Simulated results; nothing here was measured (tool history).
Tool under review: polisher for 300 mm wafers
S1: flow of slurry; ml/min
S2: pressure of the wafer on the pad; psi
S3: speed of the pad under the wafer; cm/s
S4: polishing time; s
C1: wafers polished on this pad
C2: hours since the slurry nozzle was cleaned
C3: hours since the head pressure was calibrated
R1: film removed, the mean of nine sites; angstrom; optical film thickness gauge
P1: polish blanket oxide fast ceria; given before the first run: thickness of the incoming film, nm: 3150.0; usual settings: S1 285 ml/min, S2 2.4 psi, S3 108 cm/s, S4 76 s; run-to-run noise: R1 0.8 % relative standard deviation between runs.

| run | hour | S1 | S2 | S3 | S4 | C1 | C2 | C3 | R1 |
|---|---|---|---|---|---|---|---|---|---|
| 1 | 11.1 | 285 | 2.4 | 108 | 76 | 742 | 258.6 | 140.9 | 11034 |
| 2 | 17.9 | 285 | 3.5 | 108 | 76 | 814 | 265.4 | 147.7 | 16089 |
| 3 | 28.8 | 365 | 2.4 | 108 | 76 | 929 | 276.3 | 158.6 | 11193 |
| 4 | 37.6 | 170 | 2.4 | 108 | 76 | 1021 | 285.1 | 167.4 | 10458 |
| 5 | 45.9 | 285 | 2.4 | 108 | 115 | 1108 | 293.4 | 175.7 | 16775 |
| 6 | 52.6 | 285 | 2.4 | 162 | 76 | 1179 | 300.1 | 182.4 | 16649 |
| 7 | 62.6 | 285 | 2.4 | 108 | 76 | 1284 | 310.1 | 192.4 | 11029 |
| 8 | 69.7 | 285 | 2.4 | 108 | 76 | 1359 | 317.2 | 199.5 | 11150 |
| 9 | 77.8 | 285 | 2.4 | 108 | 76 | 1444 | 325.3 | 207.6 | 11064 |
| 10 | 89.6 | 285 | 2.4 | 108 | 76 | 1568 | 337.1 | 219.4 | 11095 |
| 11 | 97.4 | 170 | 2.4 | 54 | 76 | 1650 | 344.9 | 227.2 | 5151 |
| 12 | 103.3 | 285 | 1.5 | 108 | 76 | 1712 | 350.8 | 233.1 | 6914.1 |
| 13 | 114.7 | 285 | 2.4 | 108 | 35 | 1832 | 362.2 | 244.5 | 5033.1 |
| 14 | 123.6 | 285 | 2.4 | 48 | 76 | 1926 | 371.1 | 253.4 | 4871.9 |
| 15 | 134.5 | 285 | 2.4 | 108 | 76 | 2040 | 382 | 264.3 | 11040 |

Expected results for the next run?
| 16 | 142.9 | 285 | 2.4 | 108 | 76 | 2129 | 390.4 | 272.7 | ? |

R1: 10840 angstrom

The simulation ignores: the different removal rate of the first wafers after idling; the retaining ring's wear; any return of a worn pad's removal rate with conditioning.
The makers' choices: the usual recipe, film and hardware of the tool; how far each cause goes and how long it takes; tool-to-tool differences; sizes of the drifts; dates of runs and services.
